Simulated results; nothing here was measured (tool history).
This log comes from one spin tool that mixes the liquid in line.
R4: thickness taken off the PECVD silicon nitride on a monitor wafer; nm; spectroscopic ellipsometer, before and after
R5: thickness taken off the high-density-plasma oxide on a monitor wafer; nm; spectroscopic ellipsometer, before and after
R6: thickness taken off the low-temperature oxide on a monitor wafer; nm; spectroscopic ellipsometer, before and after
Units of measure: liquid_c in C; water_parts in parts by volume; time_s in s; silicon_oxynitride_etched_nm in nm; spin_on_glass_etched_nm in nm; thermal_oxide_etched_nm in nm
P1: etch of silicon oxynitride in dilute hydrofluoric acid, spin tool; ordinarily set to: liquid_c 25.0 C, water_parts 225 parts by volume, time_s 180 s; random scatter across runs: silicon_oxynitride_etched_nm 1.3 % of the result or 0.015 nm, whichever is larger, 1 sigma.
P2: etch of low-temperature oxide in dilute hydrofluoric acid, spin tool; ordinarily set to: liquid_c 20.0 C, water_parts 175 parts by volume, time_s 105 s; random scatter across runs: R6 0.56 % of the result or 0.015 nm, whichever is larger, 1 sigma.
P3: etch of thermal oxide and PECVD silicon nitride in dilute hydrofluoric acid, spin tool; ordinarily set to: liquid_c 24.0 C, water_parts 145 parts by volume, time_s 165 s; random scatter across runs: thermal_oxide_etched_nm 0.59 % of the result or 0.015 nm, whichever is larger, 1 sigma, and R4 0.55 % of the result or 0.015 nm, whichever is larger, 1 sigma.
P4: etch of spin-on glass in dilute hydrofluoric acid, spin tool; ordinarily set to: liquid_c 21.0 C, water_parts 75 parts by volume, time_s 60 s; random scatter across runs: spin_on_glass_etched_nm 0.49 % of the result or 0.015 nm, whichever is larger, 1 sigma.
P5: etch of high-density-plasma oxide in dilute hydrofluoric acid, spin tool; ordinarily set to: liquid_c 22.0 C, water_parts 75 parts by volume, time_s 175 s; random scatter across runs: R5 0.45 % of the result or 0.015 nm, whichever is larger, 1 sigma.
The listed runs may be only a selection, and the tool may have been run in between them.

Run 1, hour 9.6: process P1, liquid_c 25.0 C, water_parts 225 parts by volume, time_s 180 s. Result: silicon_oxynitride_etched_nm 1.80360 nm.
Run 2, hour 18.5: process P1, liquid_c 25.0 C, water_parts 225 parts by volume, time_s 340 s. Result: silicon_oxynitride_etched_nm 3.35970 nm.
Run 3, hour 28.7: process P1, liquid_c 25.0 C, water_parts 225 parts by volume, time_s 180 s. Result: silicon_oxynitride_etched_nm 1.76210 nm.
Run 4, hour 35.2: process P1, liquid_c 31.0 C, water_parts 225 parts by volume, time_s 180 s. Result: silicon_oxynitride_etched_nm 2.24810 nm.
Run 5, hour 42.2: process P4, liquid_c 26.0 C, water_parts 75 parts by volume, time_s 60 s. Result: spin_on_glass_etched_nm 38.584 nm.
Run 6, hour 53.4: process P1, liquid_c 25.0 C, water_parts 90 parts by volume, time_s 180 s. Result: silicon_oxynitride_etched_nm 5.03650 nm.
Run 7, hour 62.4: process P3, liquid_c 24.0 C, water_parts 145 parts by volume, time_s 165 s. Result: thermal_oxide_etched_nm 5.2134 nm, R4 3.9538 nm.
Run 8, hour 75.6: process P1, liquid_c 25.0 C, water_parts 225 parts by volume, time_s 180 s. Result: silicon_oxynitride_etched_nm 1.78560 nm.
Run 9, hour 89.5: process P5, liquid_c 22.0 C, water_parts 75 parts by volume, time_s 175 s. Result: R5 19.294 nm.
Run 10, hour 96.1: process P5, liquid_c 22.0 C, water_parts 75 parts by volume, time_s 175 s. Result: R5 19.218 nm.
At hour 100.9: thermometer replaced.
Run 11, hour 103.1: process P1, liquid_c 31.5 C, water_parts 225 parts by volume, time_s 255 s. Result: silicon_oxynitride_etched_nm 3.28680 nm.
Run 12, hour 113.6: process P1, liquid_c 25.0 C, water_parts 225 parts by volume, time_s 55 s. Result: silicon_oxynitride_etched_nm 0.53020 nm.
Run 13, hour 122.4: process P1, liquid_c 25.0 C, water_parts 225 parts by volume, time_s 180 s. Result: silicon_oxynitride_etched_nm 1.76460 nm.
Run 14, hour 129.7: process P3, liquid_c 29.5 C, water_parts 145 parts by volume, time_s 165 s. Result: thermal_oxide_etched_nm 6.4274 nm, R4 5.5862 nm.
Run 15, hour 140.9: process P1, liquid_c 25.0 C, water_parts 375 parts by volume, time_s 25 s. Result: silicon_oxynitride_etched_nm 0.12249 nm.
Run 16, hour 149.9: process P2, liquid_c 20.0 C, water_parts 325 parts by volume, time_s 105 s. Result: R6 3.5960 nm.
At hour 159.6: hydrofluoric acid flow meter replaced.
Run 17, hour 161.1: process P4, liquid_c 21.0 C, water_parts 25 parts by volume, time_s 60 s. Result: spin_on_glass_etched_nm 99.863 nm.
Run 18, hour 171.9: process P4, liquid_c 21.0 C, water_parts 75 parts by volume, time_s 60 s. Result: spin_on_glass_etched_nm 31.781 nm.
Run 19, hour 183.6: process P1, liquid_c 21.5 C, water_parts 225 parts by volume, time_s 180 s. Result: silicon_oxynitride_etched_nm 1.51360 nm.
Run 20, hour 191.0: process P2, liquid_c 20.0 C, water_parts 175 parts by volume, time_s 15 s. Result: R6 1.1043 nm.
Run 21, hour 200.5: process P3, liquid_c 24.0 C, water_parts 145 parts by volume, time_s 25 s. Result: thermal_oxide_etched_nm 0.8044 nm, R4 0.5875 nm.
Run 22, hour 214.1: process P4, liquid_c 21.0 C, water_parts 75 parts by volume, time_s 110 s. Result: spin_on_glass_etched_nm 58.166 nm.
Run 23, hour 222.6: process P1, liquid_c 25.0 C, water_parts 335 parts by volume, time_s 180 s. Result: silicon_oxynitride_etched_nm 1.09330 nm.
Run 24, hour 232.5: process P1, liquid_c 25.0 C, water_parts 225 parts by volume, time_s 180 s. Result: silicon_oxynitride_etched_nm 1.78160 nm.
Run 25, hour 240.5: process P5, liquid_c 22.0 C, water_parts 20 parts by volume, time_s 175 s. Result: R5 76.716 nm.
Run 26, hour 251.8: process P1, liquid_c 25.0 C, water_parts 225 parts by volume, time_s 180 s. Result: silicon_oxynitride_etched_nm 1.79520 nm.
Run 27, hour 259.2: process P3, liquid_c 24.0 C, water_parts 90 parts by volume, time_s 165 s. Result: thermal_oxide_etched_nm 9.0998 nm, R4 6.3678 nm.
Run 28, hour 267.1: process P1, liquid_c 30.5 C, water_parts 225 parts by volume, time_s 65 s. Result: silicon_oxynitride_etched_nm 0.78352 nm.
Run 29, hour 273.8: process P5, liquid_c 22.0 C, water_parts 75 parts by volume, time_s 310 s. Result: R5 33.720 nm.
Run 30, hour 283.0: process P5, liquid_c 17.5 C, water_parts 75 parts by volume, time_s 175 s. Result: R5 15.795 nm.
Run 31, hour 295.5: process P2, liquid_c 28.0 C, water_parts 175 parts by volume, time_s 105 s. Result: R6 10.4720 nm.
Run 32, hour 302.6: process P2, liquid_c 20.0 C, water_parts 175 parts by volume, time_s 105 s. Result: R6 7.6975 nm.
Run 33, hour 314.4: process P1, liquid_c 25.0 C, water_parts 225 parts by volume, time_s 180 s. Result: silicon_oxynitride_etched_nm 1.79760 nm.
Run 34, hour 323.7: process P1, liquid_c 25.0 C, water_parts 225 parts by volume, time_s 180 s. Result: silicon_oxynitride_etched_nm 1.82350 nm.
Run 35, hour 337.1: process P1, liquid_c 25.0 C, water_parts 225 parts by volume, time_s 180 s. Result: silicon_oxynitride_etched_nm 1.74300 nm.
Run 36, hour 349.8: process P1, liquid_c 25.0 C, water_parts 225 parts by volume, time_s 180 s. Result: silicon_oxynitride_etched_nm 1.66440 nm.
Run 37, hour 358.3: process P1, liquid_c 25.0 C, water_parts 225 parts by volume, time_s 180 s. Result: silicon_oxynitride_etched_nm 1.68510 nm.
Run 38, hour 366.3: process P1, liquid_c 25.0 C, water_parts 225 parts by volume, time_s 180 s. Result: silicon_oxynitride_etched_nm 1.66300 nm.
Run 39, hour 376.6: process P1, liquid_c 25.0 C, water_parts 225 parts by volume, time_s 180 s. Result: silicon_oxynitride_etched_nm 1.68790 nm.
Run 40, hour 388.6: process P1, liquid_c 25.0 C, water_parts 225 parts by volume, time_s 180 s. Result: silicon_oxynitride_etched_nm 1.68400 nm.

What P1 gives has crept off from where it sat before. The 2 causes that follow fit the log equally well, each at the size noted:
A: liquid colder than its thermometer reads (K) = 1.78
B: hydrofluoric acid flow below the setpoint (%) = 6.44
Onset of the creep was near hour 323.7.

Which of the 4 check runs listed below separates the causes, so that each cause would produce a clearly different result? Each run uses one wafer, and its results are marked with question marks.
Run check 1, hour 400.6: process P4, liquid_c 21.0 C, water_parts 75 parts by volume, time_s 60 s. Result: spin_on_glass_etched_nm ?.
Run check 2, hour 400.6: process P2, liquid_c 20.0 C, water_parts 175 parts by volume, time_s 105 s. Result: R6 ?.
Run check 3, hour 400.6: process P3, liquid_c 24.0 C, water_parts 145 parts by volume, time_s 165 s. Result: thermal_oxide_etched_nm ?, R4 ?.
Run check 4, hour 400.6: process P5, liquid_c 22.0 C, water_parts 75 parts by volume, time_s 175 s. Result: R5 ?.

Outcome of each check run for each possible cause:
  check                   result    if A    if B
check 1  spin_on_glass_etched_nm  29.364  29.411
check 2                       R6  7.1927  7.1335
check 3  thermal_oxide_etched_nm  4.9192  4.8747
check 3                       R4  3.5182  3.6989
check 4                       R5  17.753  17.768
How far apart the two closest causes lie, in the result that separates them most: check 1 0.16 %; check 2 0.83 %; check 3 5.01 %; check 4 0.08 %
The causes can be told apart only by check 3. The other checks would give nearly the same results under each of them.

Then check 3 was run and gave: thermal_oxide_etched_nm 4.8987 nm; R4 3.4716 nm. Which cause is it?

The correct cause is A, namely: liquid colder than its thermometer reads (K).
